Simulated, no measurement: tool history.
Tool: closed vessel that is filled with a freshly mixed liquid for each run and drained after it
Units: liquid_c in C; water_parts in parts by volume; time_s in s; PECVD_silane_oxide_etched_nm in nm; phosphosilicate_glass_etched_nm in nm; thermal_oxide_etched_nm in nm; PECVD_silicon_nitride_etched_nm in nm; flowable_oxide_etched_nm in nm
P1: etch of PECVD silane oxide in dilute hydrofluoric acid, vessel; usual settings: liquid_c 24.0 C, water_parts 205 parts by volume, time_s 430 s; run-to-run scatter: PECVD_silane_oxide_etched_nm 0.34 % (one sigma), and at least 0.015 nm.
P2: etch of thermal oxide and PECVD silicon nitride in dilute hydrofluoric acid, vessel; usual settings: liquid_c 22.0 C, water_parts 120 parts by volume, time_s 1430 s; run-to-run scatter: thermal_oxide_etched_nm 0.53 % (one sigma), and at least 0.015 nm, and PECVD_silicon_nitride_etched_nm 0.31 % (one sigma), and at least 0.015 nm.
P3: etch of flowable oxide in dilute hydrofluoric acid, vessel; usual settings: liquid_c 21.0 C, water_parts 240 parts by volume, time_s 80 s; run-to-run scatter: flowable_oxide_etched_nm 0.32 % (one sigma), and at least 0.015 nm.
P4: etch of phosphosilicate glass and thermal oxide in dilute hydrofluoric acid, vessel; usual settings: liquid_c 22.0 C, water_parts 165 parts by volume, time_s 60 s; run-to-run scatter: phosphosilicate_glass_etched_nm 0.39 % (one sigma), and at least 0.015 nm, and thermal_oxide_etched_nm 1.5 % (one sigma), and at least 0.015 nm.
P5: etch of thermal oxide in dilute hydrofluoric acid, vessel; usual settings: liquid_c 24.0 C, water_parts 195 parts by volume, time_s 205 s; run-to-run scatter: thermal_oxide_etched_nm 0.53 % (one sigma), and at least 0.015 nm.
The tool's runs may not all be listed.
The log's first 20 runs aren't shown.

run,day,process,liquid_c,water_parts,time_s,hours since the thermometer was replaced,hours since the hydrofluoric acid flow meter was replaced,PECVD_silane_oxide_etched_nm,phosphosilicate_glass_etched_nm,thermal_oxide_etched_nm,PECVD_silicon_nitride_etched_nm,flowable_oxide_etched_nm
21,5.258,P4,22.0,260,60,995.0,529.3,,13.664,0.80590,,
22,5.608,P5,24.0,195,335,1003.4,537.7,,,7.29610,,
23,5.875,P1,30.0,205,430,1009.8,544.1,41.3770,,,,
24,6.167,P1,24.0,205,430,1016.8,551.1,33.3460,,,,
25,6.396,P1,24.0,130,600,1022.3,556.6,79.4870,,,,
26,6.662,P1,18.5,205,805,1028.7,563.0,50.3470,,,,
27,6.992,P5,17.0,195,205,1036.6,570.9,,,3.41170,,
28,7.350,P2,22.0,60,1430,1045.2,579.5,,,103.01000,34.961,
29,7.529,P4,22.0,165,60,1049.5,583.8,,23.672,1.42320,,
30,7.767,P2,22.0,120,1430,1055.2,589.5,,,47.71100,17.724,
31,8.004,P4,22.0,165,60,1060.9,595.2,,23.808,1.41450,,
32,8.221,P1,17.0,205,430,1066.1,600.4,25.3930,,,,

The next listed run, before its measurement:
33,8.462,P3,21.0,240,125,1071.9,606.2,,,,,?

{"run 33": {"flowable_oxide_etched_nm": 12.168}}
